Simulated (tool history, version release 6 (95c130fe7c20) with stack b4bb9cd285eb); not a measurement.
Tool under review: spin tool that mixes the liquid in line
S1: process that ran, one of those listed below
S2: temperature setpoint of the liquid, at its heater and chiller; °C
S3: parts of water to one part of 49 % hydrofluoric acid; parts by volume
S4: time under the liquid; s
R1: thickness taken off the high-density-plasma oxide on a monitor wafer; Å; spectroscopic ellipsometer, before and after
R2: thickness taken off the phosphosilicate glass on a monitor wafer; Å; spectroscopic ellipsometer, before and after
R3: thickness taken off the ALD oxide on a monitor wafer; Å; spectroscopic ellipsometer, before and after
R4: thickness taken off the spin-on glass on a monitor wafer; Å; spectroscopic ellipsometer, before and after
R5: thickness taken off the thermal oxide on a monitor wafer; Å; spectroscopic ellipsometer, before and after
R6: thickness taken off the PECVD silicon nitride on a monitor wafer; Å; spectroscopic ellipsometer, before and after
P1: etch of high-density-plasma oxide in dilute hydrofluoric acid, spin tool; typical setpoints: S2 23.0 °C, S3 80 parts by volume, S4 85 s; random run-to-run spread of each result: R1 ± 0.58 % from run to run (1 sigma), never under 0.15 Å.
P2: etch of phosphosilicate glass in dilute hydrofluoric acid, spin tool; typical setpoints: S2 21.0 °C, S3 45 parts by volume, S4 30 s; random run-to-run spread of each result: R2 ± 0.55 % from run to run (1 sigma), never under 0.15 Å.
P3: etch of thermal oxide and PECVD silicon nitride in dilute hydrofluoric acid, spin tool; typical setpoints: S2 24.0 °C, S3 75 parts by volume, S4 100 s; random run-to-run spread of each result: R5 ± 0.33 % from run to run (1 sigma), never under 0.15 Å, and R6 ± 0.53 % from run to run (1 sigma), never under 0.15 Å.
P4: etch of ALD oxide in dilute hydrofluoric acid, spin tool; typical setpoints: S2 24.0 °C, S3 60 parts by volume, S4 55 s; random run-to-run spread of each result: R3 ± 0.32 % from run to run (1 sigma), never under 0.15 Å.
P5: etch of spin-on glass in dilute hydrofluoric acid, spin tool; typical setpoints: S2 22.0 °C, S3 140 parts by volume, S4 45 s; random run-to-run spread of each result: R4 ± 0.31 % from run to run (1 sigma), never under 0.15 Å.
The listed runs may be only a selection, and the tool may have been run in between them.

run 1 hour=3.1 | S1=P1 S2=23.0 S3=80 S4=85 | R1=59.287
run 2 hour=6.8 | S1=P1 S2=27.0 S3=80 S4=85 | R1=69.819
run 3 hour=10.0 | S1=P2 S2=21.0 S3=45 S4=15 | R2=293.95
run 4 hour=12.9 | S1=P4 S2=28.0 S3=60 S4=55 | R3=112.960
run 5 hour=15.2 | S1=P1 S2=23.0 S3=80 S4=85 | R1=59.654
run 6 hour=18.4 | S1=P1 S2=17.5 S3=80 S4=85 | R1=47.970
run 7 hour=20.8 | S1=P5 S2=22.0 S3=140 S4=45 | R4=128.830
run 8 hour=24.7 | S1=P5 S2=30.5 S3=140 S4=45 | R4=177.470
run 9 hour=28.8 | S1=P3 S2=24.0 S3=75 S4=175 | R5=111.700 R6=130.060
run 10 hour=33.6 | S1=P4 S2=24.0 S3=20 S4=55 | R3=303.600
run 11 hour=38.1 | S1=P3 S2=24.0 S3=140 S4=100 | R5=31.768 R6=39.803
run 12 hour=41.4 | S1=P2 S2=21.0 S3=45 S4=30 | R2=588.90
run 13 hour=44.4 | S1=P1 S2=23.0 S3=135 S4=85 | R1=33.230
run 14 hour=48.2 | S1=P1 S2=23.0 S3=80 S4=15 | R1=10.201
run 15 hour=52.1 | S1=P5 S2=22.0 S3=50 S4=45 | R4=398.810
run 16 hour=55.9 | S1=P1 S2=23.0 S3=80 S4=85 | R1=59.513
run 17 hour=58.8 | S1=P1 S2=23.0 S3=80 S4=85 | R1=59.137
run 18 hour=62.7 | S1=P1 S2=23.0 S3=80 S4=155 | R1=109.060
run 19 hour=67.3 | S1=P4 S2=24.0 S3=60 S4=90 | R3=157.370
run 20 hour=70.4 | S1=P1 S2=23.0 S3=30 S4=50 | R1=99.347
run 21 hour=75.2 | S1=P1 S2=23.0 S3=35 S4=35 | R1=59.519
run 22 hour=79.5 | S1=P1 S2=23.0 S3=80 S4=85 | R1=59.970
run 23 hour=82.5 | S1=P5 S2=22.0 S3=140 S4=20 | R4=56.843
run 24 hour=84.7 | S1=P1 S2=23.0 S3=50 S4=85 | R1=99.057
run 25 hour=87.1 | S1=P1 S2=23.0 S3=80 S4=85 | R1=59.866
run 26 hour=91.1 | S1=P2 S2=21.0 S3=75 S4=30 | R2=337.14
run 27 hour=94.5 | S1=P3 S2=24.0 S3=75 S4=100 | R5=64.300 R6=74.194
run 28 hour=97.8 | S1=P1 S2=17.5 S3=80 S4=50 | R1=27.619
run 29 hour=100.0 | S1=P3 S2=32.0 S3=75 S4=100 | R5=87.958 R6=125.600
-- hour=102.2 hydrofluoric acid flow meter replaced
run 30 hour=104.5 | S1=P2 S2=17.0 S3=45 S4=30 | R2=499.31
run 31 hour=107.1 | S1=P4 S2=24.0 S3=60 S4=55 | R3=96.188
run 32 hour=112.0 | S1=P1 S2=23.0 S3=80 S4=85 | R1=59.258
run 33 hour=115.6 | S1=P1 S2=23.0 S3=80 S4=85 | R1=59.759
run 34 hour=120.2 | S1=P1 S2=23.0 S3=80 S4=85 | R1=58.213
run 35 hour=124.4 | S1=P1 S2=23.0 S3=80 S4=85 | R1=56.792
run 36 hour=126.7 | S1=P1 S2=23.0 S3=80 S4=85 | R1=55.576
run 37 hour=129.1 | S1=P1 S2=23.0 S3=80 S4=85 | R1=56.793
run 38 hour=132.9 | S1=P1 S2=23.0 S3=80 S4=85 | R1=55.433
run 39 hour=137.1 | S1=P1 S2=23.0 S3=80 S4=85 | R1=55.912
run 40 hour=140.8 | S1=P1 S2=23.0 S3=80 S4=85 | R1=55.945
run 41 hour=144.4 | S1=P1 S2=23.0 S3=80 S4=85 | R1=56.382
run 42 hour=149.0 | S1=P1 S2=23.0 S3=80 S4=85 | R1=55.600
run 43 hour=152.4 | S1=P1 S2=23.0 S3=80 S4=85 | R1=56.048

P1 no longer gives what it gave before; its output has crept away from where it was. The following 2 causes, each at its listed size, fit the log equally well:
A: liquid colder than its thermometer reads (K) = 1.84
B: hydrofluoric acid flow below the setpoint (%) = 6.57
The drift started at roughly hour 115.6.

4 check runs are offered, one wafer each, their results left as question marks. Which one tells the causes apart?
run check 1 hour=155.8 | S1=P3 S2=32.0 S3=135 S4=100 | R5=? R6=?
run check 2 hour=155.8 | S1=P2 S2=17.0 S3=75 S4=30 | R2=?
run check 3 hour=155.8 | S1=P5 S2=30.0 S3=80 S4=45 | R4=?
run check 4 hour=155.8 | S1=P4 S2=28.0 S3=60 S4=55 | R3=?

Outcome of each check run for each possible cause:
check=check_1 result=R5 if_A=41.746 if_B=41.129
check=check_1 result=R6 if_A=61.415 if_B=64.112
check=check_2 result=R2 if_A=264.27 if_B=265.82
check=check_3 result=R4 if_A=308.180 if_B=306.520
check=check_4 result=R3 if_A=104.860 if_B=104.780
Gap, in per cent, between the two causes that each check separates least, read from the result that separates them most: check 1 4.3 %; check 2 0.58 %; check 3 0.54 %; check 4 0.08 %
Check 1 tells the causes apart: in the others they would give nearly the same result.

Running check 1 produced the following: R5 42.134 Å; R6 61.168 Å. Which one of the listed causes fits?

It was cause A: liquid colder than its thermometer reads (K).
